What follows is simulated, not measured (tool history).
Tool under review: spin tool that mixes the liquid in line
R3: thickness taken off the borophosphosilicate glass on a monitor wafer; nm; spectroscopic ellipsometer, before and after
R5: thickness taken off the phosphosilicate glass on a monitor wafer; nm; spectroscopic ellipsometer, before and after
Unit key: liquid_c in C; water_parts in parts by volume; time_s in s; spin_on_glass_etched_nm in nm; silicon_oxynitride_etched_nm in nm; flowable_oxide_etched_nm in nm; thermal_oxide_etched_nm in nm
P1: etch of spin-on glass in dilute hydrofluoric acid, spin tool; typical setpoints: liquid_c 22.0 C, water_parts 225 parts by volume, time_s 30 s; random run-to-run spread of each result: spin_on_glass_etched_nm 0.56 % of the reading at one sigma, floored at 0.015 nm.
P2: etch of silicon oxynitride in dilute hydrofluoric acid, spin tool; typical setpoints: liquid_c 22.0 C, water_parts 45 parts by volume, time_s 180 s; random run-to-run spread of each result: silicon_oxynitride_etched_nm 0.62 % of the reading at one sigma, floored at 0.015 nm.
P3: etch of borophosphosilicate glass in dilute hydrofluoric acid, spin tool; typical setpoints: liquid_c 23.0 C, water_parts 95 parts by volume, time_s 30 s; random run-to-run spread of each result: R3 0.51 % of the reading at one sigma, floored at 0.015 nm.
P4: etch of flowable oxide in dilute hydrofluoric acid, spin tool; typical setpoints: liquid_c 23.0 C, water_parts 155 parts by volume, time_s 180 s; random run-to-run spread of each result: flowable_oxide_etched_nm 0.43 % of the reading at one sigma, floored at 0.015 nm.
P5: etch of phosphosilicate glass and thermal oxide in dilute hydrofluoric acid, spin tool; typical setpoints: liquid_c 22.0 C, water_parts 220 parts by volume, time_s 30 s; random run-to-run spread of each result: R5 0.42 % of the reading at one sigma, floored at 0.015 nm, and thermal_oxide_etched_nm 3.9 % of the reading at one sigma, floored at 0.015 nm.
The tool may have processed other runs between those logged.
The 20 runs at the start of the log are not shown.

Run 21, hour 68.3: process P5, liquid_c 22.0 C, water_parts 370 parts by volume, time_s 30 s. Result: R5 5.5671 nm, thermal_oxide_etched_nm 0.30673 nm.
Run 22, hour 72.6: process P1, liquid_c 30.0 C, water_parts 225 parts by volume, time_s 30 s. Result: spin_on_glass_etched_nm 9.4748 nm.
Run 23, hour 75.5: process P1, liquid_c 22.0 C, water_parts 225 parts by volume, time_s 60 s. Result: spin_on_glass_etched_nm 14.1370 nm.
At hour 77.0: hydrofluoric acid flow meter replaced.
Run 24, hour 79.4: process P1, liquid_c 22.0 C, water_parts 225 parts by volume, time_s 30 s. Result: spin_on_glass_etched_nm 7.0404 nm.
Run 25, hour 83.2: process P2, liquid_c 17.0 C, water_parts 45 parts by volume, time_s 180 s. Result: silicon_oxynitride_etched_nm 4.2017 nm.
Run 26, hour 87.2: process P1, liquid_c 22.0 C, water_parts 225 parts by volume, time_s 15 s. Result: spin_on_glass_etched_nm 3.5550 nm.
Run 27, hour 89.5: process P4, liquid_c 23.0 C, water_parts 25 parts by volume, time_s 180 s. Result: flowable_oxide_etched_nm 252.760 nm.
Run 28, hour 93.2: process P4, liquid_c 29.0 C, water_parts 155 parts by volume, time_s 180 s. Result: flowable_oxide_etched_nm 43.311 nm.
Run 29, hour 95.8: process P4, liquid_c 23.0 C, water_parts 155 parts by volume, time_s 180 s. Result: flowable_oxide_etched_nm 34.716 nm.
Run 30, hour 99.0: process P1, liquid_c 22.0 C, water_parts 225 parts by volume, time_s 30 s. Result: spin_on_glass_etched_nm 7.1729 nm.
Run 31, hour 100.9: process P1, liquid_c 22.0 C, water_parts 225 parts by volume, time_s 30 s. Result: spin_on_glass_etched_nm 7.3326 nm.
Run 32, hour 103.9: process P1, liquid_c 22.0 C, water_parts 225 parts by volume, time_s 30 s. Result: spin_on_glass_etched_nm 7.3372 nm.
Run 33, hour 107.5: process P1, liquid_c 22.0 C, water_parts 225 parts by volume, time_s 30 s. Result: spin_on_glass_etched_nm 7.4502 nm.
Run 34, hour 110.3: process P1, liquid_c 22.0 C, water_parts 225 parts by volume, time_s 30 s. Result: spin_on_glass_etched_nm 7.6064 nm.
Run 35, hour 112.5: process P1, liquid_c 22.0 C, water_parts 225 parts by volume, time_s 30 s. Result: spin_on_glass_etched_nm 7.5946 nm.
Run 36, hour 115.8: process P1, liquid_c 22.0 C, water_parts 225 parts by volume, time_s 30 s. Result: spin_on_glass_etched_nm 7.6440 nm.

For run 37, what comes out?
Run 37, hour 118.9: process P1, liquid_c 22.0 C, water_parts 225 parts by volume, time_s 30 s. Result: spin_on_glass_etched_nm ?.

Logged for run 37: spin_on_glass_etched_nm 7.5410 nm.
